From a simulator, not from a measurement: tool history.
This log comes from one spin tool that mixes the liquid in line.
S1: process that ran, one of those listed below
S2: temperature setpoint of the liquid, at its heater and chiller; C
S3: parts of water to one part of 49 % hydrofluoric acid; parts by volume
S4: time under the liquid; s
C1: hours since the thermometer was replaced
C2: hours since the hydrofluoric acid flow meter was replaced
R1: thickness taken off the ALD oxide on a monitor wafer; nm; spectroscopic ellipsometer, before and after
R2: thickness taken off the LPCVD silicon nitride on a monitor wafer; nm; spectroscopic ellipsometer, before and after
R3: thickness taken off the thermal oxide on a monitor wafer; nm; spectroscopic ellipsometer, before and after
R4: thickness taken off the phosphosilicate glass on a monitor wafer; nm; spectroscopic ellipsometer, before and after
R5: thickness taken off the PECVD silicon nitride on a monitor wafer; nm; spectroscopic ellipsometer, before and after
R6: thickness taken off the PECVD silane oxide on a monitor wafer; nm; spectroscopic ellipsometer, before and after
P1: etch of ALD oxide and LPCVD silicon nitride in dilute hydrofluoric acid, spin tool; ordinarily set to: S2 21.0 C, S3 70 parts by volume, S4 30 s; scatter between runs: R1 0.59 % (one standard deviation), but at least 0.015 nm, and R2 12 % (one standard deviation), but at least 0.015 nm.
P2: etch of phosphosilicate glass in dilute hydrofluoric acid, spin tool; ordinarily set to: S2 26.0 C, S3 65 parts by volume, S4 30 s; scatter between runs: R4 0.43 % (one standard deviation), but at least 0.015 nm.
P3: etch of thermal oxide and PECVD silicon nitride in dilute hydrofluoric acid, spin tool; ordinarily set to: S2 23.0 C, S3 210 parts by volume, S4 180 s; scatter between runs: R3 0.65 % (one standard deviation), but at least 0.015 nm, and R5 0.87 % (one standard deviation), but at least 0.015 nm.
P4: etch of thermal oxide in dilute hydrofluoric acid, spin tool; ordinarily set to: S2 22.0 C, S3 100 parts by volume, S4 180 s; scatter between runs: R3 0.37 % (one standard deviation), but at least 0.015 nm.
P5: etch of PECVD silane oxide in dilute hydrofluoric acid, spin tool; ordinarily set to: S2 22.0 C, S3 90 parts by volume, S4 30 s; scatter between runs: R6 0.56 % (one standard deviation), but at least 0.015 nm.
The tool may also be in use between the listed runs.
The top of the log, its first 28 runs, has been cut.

run	hour	S1	S2	S3	S4	C1	C2	R1	R2	R3	R4	R5	R6
29	202.6	P3	23.0	125	180	1544.1	991.2			6.0549		4.8099	
30	207.8	P1	21.0	70	30	1549.3	996.4	5.0655	0.160930				
31	216.9	P1	21.0	70	30	1558.4	1005.5	5.2621	0.175940				
32	224.4	P1	21.0	70	30	1565.9	1013.0	5.2908	0.195770				
33	231.1	P1	21.0	70	30	1572.6	1019.7	5.2534	0.216930				
34	236.8	P1	21.0	70	30	1578.3	1025.4	5.4152	0.159840				
35	245.7	P1	21.0	70	30	1587.2	1034.3	5.4491	0.191980				
36	250.9	P1	21.0	70	30	1592.4	1039.5	5.4218	0.235170				
37	256.6	P1	21.0	70	30	1598.1	1045.2	5.4587	0.163170				

What will run 38 give?
38	263.8	P1	21.0	70	30	1605.3	1052.4	?	?				

R1: 5.4018 nm
R2: 0.188800 nm

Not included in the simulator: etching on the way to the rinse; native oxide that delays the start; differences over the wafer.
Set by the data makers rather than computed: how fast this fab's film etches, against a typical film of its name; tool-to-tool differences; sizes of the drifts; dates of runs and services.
